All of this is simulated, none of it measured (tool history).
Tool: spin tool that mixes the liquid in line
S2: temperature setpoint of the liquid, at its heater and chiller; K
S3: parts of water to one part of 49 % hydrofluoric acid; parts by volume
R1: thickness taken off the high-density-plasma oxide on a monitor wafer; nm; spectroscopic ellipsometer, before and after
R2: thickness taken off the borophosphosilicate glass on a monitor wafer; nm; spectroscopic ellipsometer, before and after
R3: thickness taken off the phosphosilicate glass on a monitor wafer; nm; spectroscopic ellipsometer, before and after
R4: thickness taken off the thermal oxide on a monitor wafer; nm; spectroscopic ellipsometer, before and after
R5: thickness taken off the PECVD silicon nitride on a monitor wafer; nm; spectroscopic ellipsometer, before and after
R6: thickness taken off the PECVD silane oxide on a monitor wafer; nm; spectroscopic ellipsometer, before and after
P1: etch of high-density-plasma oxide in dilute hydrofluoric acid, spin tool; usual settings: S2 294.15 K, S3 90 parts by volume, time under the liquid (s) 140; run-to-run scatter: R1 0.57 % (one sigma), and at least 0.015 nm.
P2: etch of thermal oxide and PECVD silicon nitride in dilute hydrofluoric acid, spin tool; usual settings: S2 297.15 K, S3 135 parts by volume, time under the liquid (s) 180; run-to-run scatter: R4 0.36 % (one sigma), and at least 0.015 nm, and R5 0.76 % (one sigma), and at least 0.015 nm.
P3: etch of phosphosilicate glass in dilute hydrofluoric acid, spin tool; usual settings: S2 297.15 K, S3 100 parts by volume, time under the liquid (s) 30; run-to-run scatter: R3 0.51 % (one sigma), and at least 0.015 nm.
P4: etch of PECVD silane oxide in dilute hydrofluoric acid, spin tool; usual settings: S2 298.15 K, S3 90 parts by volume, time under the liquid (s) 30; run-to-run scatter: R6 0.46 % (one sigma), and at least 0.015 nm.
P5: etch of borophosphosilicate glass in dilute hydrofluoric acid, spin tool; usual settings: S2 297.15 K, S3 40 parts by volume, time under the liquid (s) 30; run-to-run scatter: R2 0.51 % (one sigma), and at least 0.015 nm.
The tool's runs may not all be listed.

Run 1, day 0.279: process that ran P1, S2 294.15 K, S3 90 parts by volume, time under the liquid (s) 140. Result: R1 8.4214 nm.
Run 2, day 0.538: process that ran P5, S2 297.15 K, S3 40 parts by volume, time under the liquid (s) 30. Result: R2 31.358 nm.
Run 3, day 0.679: process that ran P3, S2 297.15 K, S3 100 parts by volume, time under the liquid (s) 15. Result: R3 17.330 nm.
Run 4, day 0.954: process that ran P2, S2 300.65 K, S3 135 parts by volume, time under the liquid (s) 180. Result: R4 6.83190 nm, R5 3.34330 nm.
Run 5, day 1.196: process that ran P4, S2 298.15 K, S3 20 parts by volume, time under the liquid (s) 30. Result: R6 45.4290 nm.
Run 6, day 1.404: process that ran P2, S2 297.15 K, S3 135 parts by volume, time under the liquid (s) 180. Result: R4 6.01190 nm, R5 2.67690 nm.
Run 7, day 1.658: process that ran P1, S2 294.15 K, S3 90 parts by volume, time under the liquid (s) 75. Result: R1 4.5224 nm.
Run 8, day 1.846: process that ran P3, S2 297.15 K, S3 45 parts by volume, time under the liquid (s) 30. Result: R3 83.531 nm.
Run 9, day 2.129: process that ran P4, S2 292.65 K, S3 90 parts by volume, time under the liquid (s) 30. Result: R6 7.3566 nm.
Run 10, day 2.283: process that ran P5, S2 304.65 K, S3 40 parts by volume, time under the liquid (s) 30. Result: R2 43.063 nm.
Run 11, day 2.462: process that ran P2, S2 297.15 K, S3 135 parts by volume, time under the liquid (s) 15. Result: R4 0.50437 nm, R5 0.20822 nm.
Run 12, day 2.746: process that ran P4, S2 298.15 K, S3 90 parts by volume, time under the liquid (s) 30. Result: R6 9.0405 nm.
Run 13, day 2.917: process that ran P1, S2 294.15 K, S3 90 parts by volume, time under the liquid (s) 140. Result: R1 8.4287 nm.
Run 14, day 3.083: process that ran P1, S2 294.15 K, S3 90 parts by volume, time under the liquid (s) 140. Result: R1 8.3941 nm.
Run 15, day 3.371: process that ran P4, S2 298.15 K, S3 90 parts by volume, time under the liquid (s) 30. Result: R6 9.1253 nm.
Run 16, day 3.633: process that ran P3, S2 297.15 K, S3 100 parts by volume, time under the liquid (s) 30. Result: R3 34.940 nm.
Run 17, day 3.783: process that ran P5, S2 297.15 K, S3 40 parts by volume, time under the liquid (s) 45. Result: R2 47.684 nm.
Run 18, day 3.954: process that ran P1, S2 294.15 K, S3 55 parts by volume, time under the liquid (s) 140. Result: R1 14.3370 nm.
Run 19, day 4.083: process that ran P2, S2 297.15 K, S3 135 parts by volume, time under the liquid (s) 180. Result: R4 6.00010 nm, R5 2.65430 nm.
Run 20, day 4.312: process that ran P1, S2 294.15 K, S3 90 parts by volume, time under the liquid (s) 140. Result: R1 8.2659 nm.
Run 21, day 4.504: process that ran P1, S2 290.15 K, S3 90 parts by volume, time under the liquid (s) 140. Result: R1 7.0763 nm.
Run 22, day 4.779: process that ran P1, S2 290.15 K, S3 160 parts by volume, time under the liquid (s) 140. Result: R1 3.7183 nm.
Run 23, day 4.996: process that ran P1, S2 294.15 K, S3 90 parts by volume, time under the liquid (s) 265. Result: R1 15.6690 nm.
Run 24, day 5.212: process that ran P3, S2 290.15 K, S3 100 parts by volume, time under the liquid (s) 30. Result: R3 26.367 nm.
Run 25, day 5.483: process that ran P5, S2 297.15 K, S3 65 parts by volume, time under the liquid (s) 30. Result: R2 18.850 nm.
Run 26, day 5.729: process that ran P1, S2 294.15 K, S3 90 parts by volume, time under the liquid (s) 140. Result: R1 8.3665 nm.
Run 27, day 5.879: process that ran P4, S2 298.15 K, S3 90 parts by volume, time under the liquid (s) 15. Result: R6 4.5367 nm.
Run 28, day 6.125: process that ran P1, S2 300.65 K, S3 90 parts by volume, time under the liquid (s) 140. Result: R1 10.8420 nm.
Run 29, day 6.338: process that ran P2, S2 297.15 K, S3 240 parts by volume, time under the liquid (s) 180. Result: R4 3.03540 nm, R5 1.52140 nm.
Run 30, day 6.600: process that ran P1, S2 290.65 K, S3 90 parts by volume, time under the liquid (s) 260. Result: R1 13.4150 nm.
Run 31, day 6.842: process that ran P1, S2 294.15 K, S3 155 parts by volume, time under the liquid (s) 140. Result: R1 4.5495 nm.
Run 32, day 7.112: process that ran P1, S2 294.15 K, S3 90 parts by volume, time under the liquid (s) 140. Result: R1 8.4295 nm.
Run 33, day 7.388: process that ran P1, S2 294.15 K, S3 90 parts by volume, time under the liquid (s) 140. Result: R1 8.5261 nm.
Run 34, day 7.550: process that ran P1, S2 294.15 K, S3 90 parts by volume, time under the liquid (s) 140. Result: R1 8.5408 nm.
Run 35, day 7.796: process that ran P1, S2 294.15 K, S3 90 parts by volume, time under the liquid (s) 140. Result: R1 8.8304 nm.
Run 36, day 7.962: process that ran P1, S2 294.15 K, S3 90 parts by volume, time under the liquid (s) 140. Result: R1 8.8344 nm.
Run 37, day 8.221: process that ran P1, S2 294.15 K, S3 90 parts by volume, time under the liquid (s) 140. Result: R1 8.8640 nm.

Forecast run 38:
Run 38, day 8.450: process that ran P1, S2 294.15 K, S3 90 parts by volume, time under the liquid (s) 140. Result: R1 ?.

{"run 38": {"R1": 8.8343}}
